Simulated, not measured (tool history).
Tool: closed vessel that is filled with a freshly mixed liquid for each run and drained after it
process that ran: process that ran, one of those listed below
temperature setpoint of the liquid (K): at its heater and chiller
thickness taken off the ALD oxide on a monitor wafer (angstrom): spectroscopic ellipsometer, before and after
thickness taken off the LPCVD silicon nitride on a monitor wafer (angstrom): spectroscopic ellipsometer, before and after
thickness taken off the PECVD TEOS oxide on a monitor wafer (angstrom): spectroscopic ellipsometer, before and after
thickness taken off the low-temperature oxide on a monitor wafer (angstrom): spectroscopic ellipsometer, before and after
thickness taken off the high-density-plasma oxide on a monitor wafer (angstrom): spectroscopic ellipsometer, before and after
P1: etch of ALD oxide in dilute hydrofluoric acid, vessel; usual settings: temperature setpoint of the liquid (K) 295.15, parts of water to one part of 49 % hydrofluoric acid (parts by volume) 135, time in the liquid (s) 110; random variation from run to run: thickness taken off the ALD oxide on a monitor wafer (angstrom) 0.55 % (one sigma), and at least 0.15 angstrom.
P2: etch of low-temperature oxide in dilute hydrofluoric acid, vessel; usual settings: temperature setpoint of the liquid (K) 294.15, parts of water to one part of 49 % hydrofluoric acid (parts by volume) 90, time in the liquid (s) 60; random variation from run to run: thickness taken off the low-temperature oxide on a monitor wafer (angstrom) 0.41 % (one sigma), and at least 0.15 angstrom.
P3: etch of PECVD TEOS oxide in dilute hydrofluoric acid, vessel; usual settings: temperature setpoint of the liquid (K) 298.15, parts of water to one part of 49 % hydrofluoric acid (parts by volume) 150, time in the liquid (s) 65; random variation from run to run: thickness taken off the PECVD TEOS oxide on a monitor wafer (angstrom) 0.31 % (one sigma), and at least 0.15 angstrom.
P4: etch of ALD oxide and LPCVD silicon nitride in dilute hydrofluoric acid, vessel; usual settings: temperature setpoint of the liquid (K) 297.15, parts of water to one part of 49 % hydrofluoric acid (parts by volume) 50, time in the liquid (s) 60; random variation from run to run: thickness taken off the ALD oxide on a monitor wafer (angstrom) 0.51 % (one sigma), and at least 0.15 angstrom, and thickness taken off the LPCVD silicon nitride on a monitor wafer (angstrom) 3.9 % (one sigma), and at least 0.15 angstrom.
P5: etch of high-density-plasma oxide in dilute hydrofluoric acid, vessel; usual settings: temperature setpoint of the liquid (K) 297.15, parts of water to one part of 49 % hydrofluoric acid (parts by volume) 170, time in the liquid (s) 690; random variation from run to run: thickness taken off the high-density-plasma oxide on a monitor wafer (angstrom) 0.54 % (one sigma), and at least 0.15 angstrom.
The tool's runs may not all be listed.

run	hour	process that ran	temperature setpoint of the liquid (K)	parts of water to one part of 49 % hydrofluoric acid (parts by volume)	time in the liquid (s)	hours since the thermometer was replaced	hours since the hydrofluoric acid flow meter was replaced	thickness taken off the ALD oxide on a monitor wafer (angstrom)	thickness taken off the LPCVD silicon nitride on a monitor wafer (angstrom)	thickness taken off the PECVD TEOS oxide on a monitor wafer (angstrom)	thickness taken off the low-temperature oxide on a monitor wafer (angstrom)	thickness taken off the high-density-plasma oxide on a monitor wafer (angstrom)
1	7.2	P1	295.15	135	110	1534.3	718.5	110.83				
2	13.3	P4	297.15	50	60	1540.4	724.6	288.98	5.6078			
3	25.1	P3	298.15	150	65	1552.2	736.4			88.97		
4	36.2	P2	294.15	90	60	1563.3	747.5				144.23	
5	47.3	P4	297.15	20	60	1574.4	758.6	749.76	12.179			
6	60.7	P1	300.65	135	170	1587.8	772	215.85				
7	72.7	P2	294.15	90	30	1599.8	784				72.217	
8	79.4	P1	302.15	135	30	1606.5	790.7	39.903				
9	89	P1	295.15	135	110	1616.1	800.3	112.64				
10	97.4	P5	297.15	170	690	1624.5	808.7					192.61
11	105.6	P1	295.15	135	110	1632.7	816.9	112.28				
12	112.7	P4	304.65	50	60	1639.8	824	389.01	8.6031			
13	124.7	P4	297.15	50	60	1651.8	836	289.54	5.5857			
14	135.4	P1	295.15	135	110	1662.5	846.7	112.32				
15	148.1	P3	298.15	150	65	1675.2	859.4			88.715		
16	161.9	P5	297.15	170	30	1689	873.2					8.6709
17	170.1	P1	295.15	135	110	1697.2	881.4	113.14				
18	177.7	P1	295.15	135	110	1704.8	889	113.05				
19	186.2	P1	298.65	135	110	1713.3	897.5	129.64				
20	195.1	P3	298.15	150	30	1722.2	906.4			41.204		
21	205	P1	295.15	220	30	1732.1	916.3	17.066				
22	215.9	P5	304.15	170	690	1743	927.2					252.4
23	228.5	P2	294.15	90	60	1755.6	939.8				144.51	
24	239.7	P4	297.15	50	30	1766.8	951	143.81	2.6177			
25	249.7	P2	294.15	135	60	1776.8	961				91.361	
26	263.3	P1	295.15	135	110	1790.4	974.6	112.63				
27	276	P1	295.15	135	55	1803.1	987.3	55.718				
28	287.1	P1	295.15	135	185	1814.2	998.4	187.58				
29	297.3	P2	290.15	90	60	1824.4	1008.6				122.31	
30	307	P3	298.15	255	65	1834.1	1018.3			46.769		
31	315.8	P1	290.15	135	110	1842.9	1027.1	90.579				
32	324.4	P1	295.15	210	110	1851.5	1035.7	66.844				
33	336.7	P3	290.65	150	65	1863.8	1048			66.435		
34	346.2	P5	297.15	35	690	1873.3	1057.5					1103.5
35	353.2	P1	295.15	75	110	1880.3	1064.5	218.37				
36	361.3	P1	295.15	135	110	1888.4	1072.6	112.16				
37	371.7	P1	295.15	135	110	1898.8	1083	108.43				
38	381.4	P1	295.15	135	110	1908.5	1092.7	107.11				
39	395.3	P1	295.15	135	110	1922.4	1106.6	104.68				
40	407.7	P1	295.15	135	110	1934.8	1119	103.33				
41	420.5	P1	295.15	135	110	1947.6	1131.8	104.21				
42	427.6	P1	295.15	135	110	1954.7	1138.9	103.36				
43	437.2	P1	295.15	135	110	1964.3	1148.5	102.64				

What P1 gives has crept away from where it was. These 2 causes fit the log equally well, each at the size given:
A: liquid colder than its thermometer reads (K) = 2.24
B: hydrofluoric acid flow below the setpoint (%) = 7.42
The creep began at about hour 361.3.

4 check runs are offered, each on 5 wafers whose results are averaged, their results left as question marks. Which one tells the causes apart?
check 1	446.8	P3	291.15	205	65					?		
check 2	446.8	P5	304.15	90	690							?
check 3	446.8	P2	294.15	130	60						?	
check 4	446.8	P4	297.15	20	60			?	?			

What each check would give under each cause:
check	result	if A	if B
check 1	thickness taken off the PECVD TEOS oxide on a monitor wafer (angstrom)	42.931	42.8
check 2	thickness taken off the high-density-plasma oxide on a monitor wafer (angstrom)	486.59	485.24
check 3	thickness taken off the low-temperature oxide on a monitor wafer (angstrom)	87.174	87.343
check 4	thickness taken off the ALD oxide on a monitor wafer (angstrom)	682.45	693.6
check 4	thickness taken off the LPCVD silicon nitride on a monitor wafer (angstrom)	11.305	12.263
How far apart the two closest causes lie, in the result that separates them most: check 1 0.31 %; check 2 0.28 %; check 3 0.19 %; check 4 8.13 %
Only check 4 tells the causes apart: in the others they would give nearly the same result.

Check 4 was then run and gave: thickness taken off the ALD oxide on a monitor wafer (angstrom) 693.8; thickness taken off the LPCVD silicon nitride on a monitor wafer (angstrom) 11.787. Which cause is it?

It is B: hydrofluoric acid flow below the setpoint (%).
